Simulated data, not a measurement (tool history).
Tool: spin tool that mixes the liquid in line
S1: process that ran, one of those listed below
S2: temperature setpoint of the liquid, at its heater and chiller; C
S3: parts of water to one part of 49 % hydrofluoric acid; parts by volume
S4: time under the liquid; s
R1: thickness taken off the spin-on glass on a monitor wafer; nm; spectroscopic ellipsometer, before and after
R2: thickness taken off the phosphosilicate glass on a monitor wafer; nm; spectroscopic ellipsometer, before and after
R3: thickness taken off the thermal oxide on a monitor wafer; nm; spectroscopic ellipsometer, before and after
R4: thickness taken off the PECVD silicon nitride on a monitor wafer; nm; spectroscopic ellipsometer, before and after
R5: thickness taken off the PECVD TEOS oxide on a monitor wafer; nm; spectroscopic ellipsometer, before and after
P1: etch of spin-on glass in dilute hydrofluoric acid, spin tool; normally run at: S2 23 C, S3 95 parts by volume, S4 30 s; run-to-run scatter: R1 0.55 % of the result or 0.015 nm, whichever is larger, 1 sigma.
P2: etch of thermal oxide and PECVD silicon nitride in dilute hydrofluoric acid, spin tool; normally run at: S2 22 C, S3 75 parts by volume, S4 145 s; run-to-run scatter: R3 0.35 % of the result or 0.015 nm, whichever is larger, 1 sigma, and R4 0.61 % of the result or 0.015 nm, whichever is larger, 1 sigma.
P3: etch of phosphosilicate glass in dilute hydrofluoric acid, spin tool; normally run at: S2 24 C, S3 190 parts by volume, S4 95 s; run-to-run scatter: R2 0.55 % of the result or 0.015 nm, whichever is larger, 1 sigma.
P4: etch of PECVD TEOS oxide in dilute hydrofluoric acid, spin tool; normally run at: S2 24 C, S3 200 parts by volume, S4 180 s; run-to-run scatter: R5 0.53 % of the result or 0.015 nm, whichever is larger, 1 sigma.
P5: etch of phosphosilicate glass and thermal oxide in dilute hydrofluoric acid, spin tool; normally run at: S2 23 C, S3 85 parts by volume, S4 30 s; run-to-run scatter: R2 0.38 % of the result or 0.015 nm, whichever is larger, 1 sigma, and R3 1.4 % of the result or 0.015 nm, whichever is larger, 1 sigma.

run	hour	S1	S2	S3	S4	R1	R2	R3	R4	R5
1	10.4	P1	23	95	30	9.4485				
2	20.9	P3	24	190	95		50.47			
3	32.4	P2	22	75	145			8.906	5.069	
4	40.4	P1	17.5	95	15	3.737				
5	51.6	P1	23	95	30	9.3048				
6	64.6	P5	23	85	55		61.307	3.0907		
7	75.2	P5	23	85	30		33.497	1.7035		
8	85.6	P2	22	75	280			17.224	9.9026	
9	97.8	P5	23	85	30		33.813	1.7273		
10	110.5	P3	24	190	15		7.9578			
11	119.5	P4	24	45	180					67.288
12	127.1	P2	22	140	145			4.418	2.7259	
13	142.3	P1	23	95	30	9.3027				
14	154.8	P4	24	200	315					22.076
15	168	P1	23	95	30	9.3261				
16	176.1	P1	23	95	15	4.7111				
17	185.3	P1	23	95	50	15.606				
18	198.5	P1	23	95	30	9.4442				
19	210.5	P4	24	200	180					12.683
20	224.5	P4	17	200	180					9.6585
21	236.4	P2	17	75	145			7.2036	3.6183	
22	243.9	P1	28.5	95	30	11.604				
23	252	P1	23	95	30	9.3092				
24	265.1	P3	24	190	95		50.301			
25	277.6	P2	22	75	145			8.899	5.0215	
26	292.5	P5	30	85	30		44.415	2.1845		
27	304.5	P3	24	45	95		251.67			
28	314.8	P1	27.5	95	15	5.5972				
29	325.9	P1	19	95	30	7.8606				
30	336.6	P1	23	50	30	18.76				
31	351.8	P5	23	145	30		18.258	0.93475		
32	365.2	P1	23	95	30	9.32				
33	373.4	P1	23	160	30	5.1395				
34	383.9	P3	28.5	190	95		59.227			
35	395.8	P1	23	95	30	9.292				
36	411.6	P1	23	95	30	9.6462				
37	426.4	P1	23	95	30	9.9396				
38	442.2	P1	23	95	30	10.003				
39	452.3	P1	23	95	30	10.047				
40	468.7	P1	23	95	30	10.138				
41	478.1	P1	23	95	30	10.182				
42	493.6	P1	23	95	30	10.254				
43	504.5	P1	23	95	30	10.259				
44	519.8	P1	23	95	30	10.285				

What P1 gives has crept away from where it was. These 2 causes fit the log equally well, each at the size given:
A: liquid hotter than its thermometer reads (K) = 2.27
B: hydrofluoric acid flow above the setpoint (%) = 8.43
The creep began at about hour 395.8.

4 check runs are offered, one wafer each, their results left as question marks. Which one tells the causes apart?
check 1	535.1	P5	23	135	40		?	?		
check 2	535.1	P2	22	75	275			?	?	
check 3	535.1	P3	24	105	15		?			
check 4	535.1	P4	19	200	310					?

What each check would give under each cause:
check	result	if A	if B
check 1	R2	29.018	29.176
check 1	R3	1.4773	1.4853
check 2	R3	18.554	18.475
check 2	R4	11.216	10.426
check 3	R2	17.213	17.251
check 4	R5	19.658	19.825
How far apart the two closest causes lie, in the result that separates them most: check 1 0.54 %; check 2 7.3 %; check 3 0.22 %; check 4 0.84 %
Check 2 tells the causes apart: in the others they would give nearly the same result.

Check 2 was then run and gave: R3 18.542 nm; R4 11.238 nm. Which cause is it?

It is A: liquid hotter than its thermometer reads (K).
